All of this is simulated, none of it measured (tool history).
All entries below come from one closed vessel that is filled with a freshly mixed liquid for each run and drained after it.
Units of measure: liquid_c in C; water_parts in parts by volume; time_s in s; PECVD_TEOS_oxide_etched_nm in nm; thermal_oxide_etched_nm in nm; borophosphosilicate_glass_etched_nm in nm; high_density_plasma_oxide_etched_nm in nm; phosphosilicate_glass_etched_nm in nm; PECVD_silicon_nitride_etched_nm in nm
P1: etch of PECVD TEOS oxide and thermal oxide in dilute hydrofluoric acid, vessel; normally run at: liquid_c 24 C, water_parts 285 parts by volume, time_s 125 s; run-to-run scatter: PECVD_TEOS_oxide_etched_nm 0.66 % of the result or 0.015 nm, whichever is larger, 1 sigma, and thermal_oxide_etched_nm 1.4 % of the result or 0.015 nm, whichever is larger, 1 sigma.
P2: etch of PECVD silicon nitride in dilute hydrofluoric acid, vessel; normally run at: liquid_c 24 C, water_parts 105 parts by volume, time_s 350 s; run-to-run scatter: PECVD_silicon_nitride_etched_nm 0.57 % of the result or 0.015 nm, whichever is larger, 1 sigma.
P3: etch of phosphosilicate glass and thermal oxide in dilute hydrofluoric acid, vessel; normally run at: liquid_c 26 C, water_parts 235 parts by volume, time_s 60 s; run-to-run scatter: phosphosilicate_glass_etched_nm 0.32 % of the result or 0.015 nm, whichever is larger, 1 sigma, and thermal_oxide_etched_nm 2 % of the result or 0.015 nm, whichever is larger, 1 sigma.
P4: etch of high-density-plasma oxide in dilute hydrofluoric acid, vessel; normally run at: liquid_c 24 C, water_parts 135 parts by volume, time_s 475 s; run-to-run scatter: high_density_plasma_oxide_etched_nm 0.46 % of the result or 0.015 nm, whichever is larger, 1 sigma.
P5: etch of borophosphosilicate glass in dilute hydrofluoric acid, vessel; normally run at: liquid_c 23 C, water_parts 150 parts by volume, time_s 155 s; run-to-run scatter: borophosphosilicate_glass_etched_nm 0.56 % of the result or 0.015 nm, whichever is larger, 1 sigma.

run,hour,process,liquid_c,water_parts,time_s,hours since the thermometer was replaced,hours since the hydrofluoric acid flow meter was replaced,PECVD_TEOS_oxide_etched_nm,thermal_oxide_etched_nm,borophosphosilicate_glass_etched_nm,high_density_plasma_oxide_etched_nm,phosphosilicate_glass_etched_nm,PECVD_silicon_nitride_etched_nm
1,4.9,P1,24,285,125,793.8,474.6,4.37390,1.76650,,,,
2,7.7,P1,28,285,195,796.6,477.4,7.92050,3.09010,,,,
3,12.4,P5,23,150,155,801.3,482.1,,,38.084,,,
4,15.4,P4,24,135,475,804.3,485.1,,,,16.9820,,
5,18.1,P1,24,285,125,807.0,487.8,4.36930,1.72650,,,,
6,21.1,P5,23,40,155,810.0,490.8,,,160.930,,,
7,23.4,P1,24,285,125,812.3,493.1,4.37390,1.69620,,,,
8,25.9,P4,24,230,475,814.8,495.6,,,,8.9204,,
9,28.8,P1,24,510,125,817.7,498.5,2.01920,0.81100,,,,
10,32.4,P1,24,150,125,821.3,502.1,9.71270,3.83240,,,,
11,35.7,P3,26,60,60,824.6,505.4,,5.64070,,,138.340,
12,38.8,P1,24,285,125,827.7,508.5,4.40160,1.70730,,,,
13,42.1,P1,17,285,30,831.0,511.8,0.84196,0.32458,,,,
# hour 45.2: thermometer replaced
14,46.0,P2,24,105,350,0.9,515.7,,,,,,7.8245
15,49.7,P2,24,45,350,4.6,519.4,,,,,,18.0980
16,54.6,P1,17,285,125,9.5,524.3,3.46990,1.31500,,,,
17,56.9,P4,24,135,475,11.8,526.6,,,,16.9760,,
18,61.7,P1,24,285,245,16.6,531.4,8.67810,3.40520,,,,
# hour 65.9: hydrofluoric acid flow meter replaced
19,66.6,P3,22,235,60,21.5,0.7,,0.97902,,,24.785,
20,70.4,P3,26,235,30,25.3,4.5,,0.60059,,,14.337,
21,73.3,P2,24,105,665,28.2,7.4,,,,,,15.1590
22,77.7,P1,30,285,125,32.6,11.8,5.38860,2.14480,,,,
23,81.5,P1,24,285,125,36.4,15.6,4.44830,1.74590,,,,

Estimate the outcome of run 24 from the log above:
24,84.0,P5,23,150,305,38.9,18.1,,,?,,,

borophosphosilicate_glass_etched_nm: 75.212 nm
